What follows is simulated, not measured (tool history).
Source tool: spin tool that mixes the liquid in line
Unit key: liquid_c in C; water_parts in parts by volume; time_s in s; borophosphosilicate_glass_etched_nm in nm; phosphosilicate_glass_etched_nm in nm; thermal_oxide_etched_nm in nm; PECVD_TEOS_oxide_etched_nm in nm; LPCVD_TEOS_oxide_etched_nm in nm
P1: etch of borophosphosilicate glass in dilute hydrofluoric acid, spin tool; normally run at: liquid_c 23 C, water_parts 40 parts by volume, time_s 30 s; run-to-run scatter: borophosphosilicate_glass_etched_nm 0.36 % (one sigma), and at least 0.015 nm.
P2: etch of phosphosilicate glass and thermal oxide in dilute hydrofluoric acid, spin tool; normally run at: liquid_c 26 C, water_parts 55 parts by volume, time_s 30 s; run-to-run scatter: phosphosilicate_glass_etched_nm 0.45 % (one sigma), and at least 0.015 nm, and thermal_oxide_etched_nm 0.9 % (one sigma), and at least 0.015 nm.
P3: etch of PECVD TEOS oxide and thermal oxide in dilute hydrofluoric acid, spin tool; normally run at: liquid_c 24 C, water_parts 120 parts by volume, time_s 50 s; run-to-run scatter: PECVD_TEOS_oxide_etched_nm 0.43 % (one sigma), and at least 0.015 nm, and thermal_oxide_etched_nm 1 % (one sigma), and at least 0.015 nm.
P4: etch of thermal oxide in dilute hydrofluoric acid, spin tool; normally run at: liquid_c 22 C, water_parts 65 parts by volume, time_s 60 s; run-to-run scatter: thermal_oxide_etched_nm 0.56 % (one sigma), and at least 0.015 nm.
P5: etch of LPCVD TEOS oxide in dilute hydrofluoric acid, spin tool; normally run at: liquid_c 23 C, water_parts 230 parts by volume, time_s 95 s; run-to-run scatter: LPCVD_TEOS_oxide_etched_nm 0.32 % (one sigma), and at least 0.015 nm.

run     day  process  liquid_c  water_parts  time_s  borophosphosilicate_glass_etched_nm  phosphosilicate_glass_etched_nm  thermal_oxide_etched_nm  PECVD_TEOS_oxide_etched_nm  LPCVD_TEOS_oxide_etched_nm
  1   0.438       P1        23           40      30                               35.275
  2   0.996       P2      17.5           55      30                                                                39.412                   2.1048
  3   1.471       P1        30           20      30                               96.725
  4     1.9       P2        26           90      30                                                                32.986                   1.7359
  5     2.5       P1        17           40      30                               27.223
  6   2.958       P3        24          120      50                                                                                         1.8777                      11.185
  7   3.379       P1      27.5           40      50                               70.772
  8     3.9       P5        23          230      15                                                                                                                                                 1.0069
  9     4.6       P1        23           40      60                               70.393
 10   5.212       P1        23           40      30                               35.052
 11   5.825       P1      29.5           40      30                               45.841
 12   6.421       P1        23           40      30                               35.092
 13    6.75       P1        23           70      30                               19.271
      7.246  -- thermometer replaced
 14   7.288       P5        23          230      95                                                                                                                                                 6.4552
 15   8.021       P1        23           20      45                               108.47
 16   8.675       P1        23           20      30                               71.749
 17   9.083       P1        23           40      30                               35.139
 18   9.496       P1        23           40      15                               17.628
 19   9.825       P1        23           40      30                               34.944
 20  10.562       P5        23          415      95                                                                                                                                                 3.0052
 21  11.204       P4        22           65      60                                                                                         4.0754
 22  11.929       P2        26           55      30                                                                55.985                   2.9614

Run 23 has not been measured yet. What should we expect?
 23  12.254       P1        23           40      30                                    ?

borophosphosilicate_glass_etched_nm: 35.326 nm
